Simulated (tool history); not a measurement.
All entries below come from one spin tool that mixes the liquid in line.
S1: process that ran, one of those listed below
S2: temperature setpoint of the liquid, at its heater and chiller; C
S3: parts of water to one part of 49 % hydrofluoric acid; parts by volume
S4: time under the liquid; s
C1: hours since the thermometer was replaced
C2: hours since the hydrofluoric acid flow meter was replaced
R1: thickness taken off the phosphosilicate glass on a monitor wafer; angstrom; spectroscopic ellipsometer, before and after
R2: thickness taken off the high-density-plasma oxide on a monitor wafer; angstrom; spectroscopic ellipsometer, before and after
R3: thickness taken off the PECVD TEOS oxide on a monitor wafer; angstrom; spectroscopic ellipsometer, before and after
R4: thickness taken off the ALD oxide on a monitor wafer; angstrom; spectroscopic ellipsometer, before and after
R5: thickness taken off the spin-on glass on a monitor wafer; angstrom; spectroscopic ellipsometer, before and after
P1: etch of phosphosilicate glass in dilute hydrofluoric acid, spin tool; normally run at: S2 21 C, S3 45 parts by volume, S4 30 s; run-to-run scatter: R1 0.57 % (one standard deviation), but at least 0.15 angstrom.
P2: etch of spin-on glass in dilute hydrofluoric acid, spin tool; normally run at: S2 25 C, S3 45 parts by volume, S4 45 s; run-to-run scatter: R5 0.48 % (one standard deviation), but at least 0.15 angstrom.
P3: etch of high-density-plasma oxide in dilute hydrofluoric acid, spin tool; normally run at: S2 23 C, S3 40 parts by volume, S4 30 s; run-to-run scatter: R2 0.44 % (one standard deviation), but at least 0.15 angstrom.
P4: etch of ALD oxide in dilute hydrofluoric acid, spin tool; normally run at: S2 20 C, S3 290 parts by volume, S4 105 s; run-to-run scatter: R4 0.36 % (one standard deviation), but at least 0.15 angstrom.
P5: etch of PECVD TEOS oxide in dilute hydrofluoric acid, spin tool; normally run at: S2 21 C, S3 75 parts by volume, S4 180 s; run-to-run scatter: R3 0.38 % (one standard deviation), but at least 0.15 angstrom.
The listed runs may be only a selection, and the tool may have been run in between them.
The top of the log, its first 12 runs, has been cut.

run,day,S1,S2,S3,S4,C1,C2,R1,R2,R3,R4,R5
13,4.129,P5,21,75,180,1611.9,315,,,269.15,,
14,4.429,P5,21,75,20,1619.1,322.2,,,30.154,,
15,4.862,P1,21,45,30,1629.5,332.6,531.07,,,,
16,5.3,P2,25,45,45,1640,343.1,,,,,556.07
17,5.617,P5,21,75,180,1647.6,350.7,,,271.38,,
18,6,P4,20,290,105,1656.8,359.9,,,,85.331,
19,6.338,P2,29,45,45,1664.9,368,,,,,659.59
20,6.738,P2,25,45,75,1674.5,377.6,,,,,919.26
21,6.971,P1,21,20,30,1680.1,383.2,1236.3,,,,
22,7.171,P4,20,435,105,1684.9,388,,,,50.47,
23,7.392,P1,21,45,30,1690.2,393.3,533.57,,,,
24,7.696,P1,21,65,30,1697.5,400.6,362.46,,,,

Forecast run 25:
25,7.992,P3,23,40,50,1704.6,407.7,,?,,,

R2: 134.49 angstrom
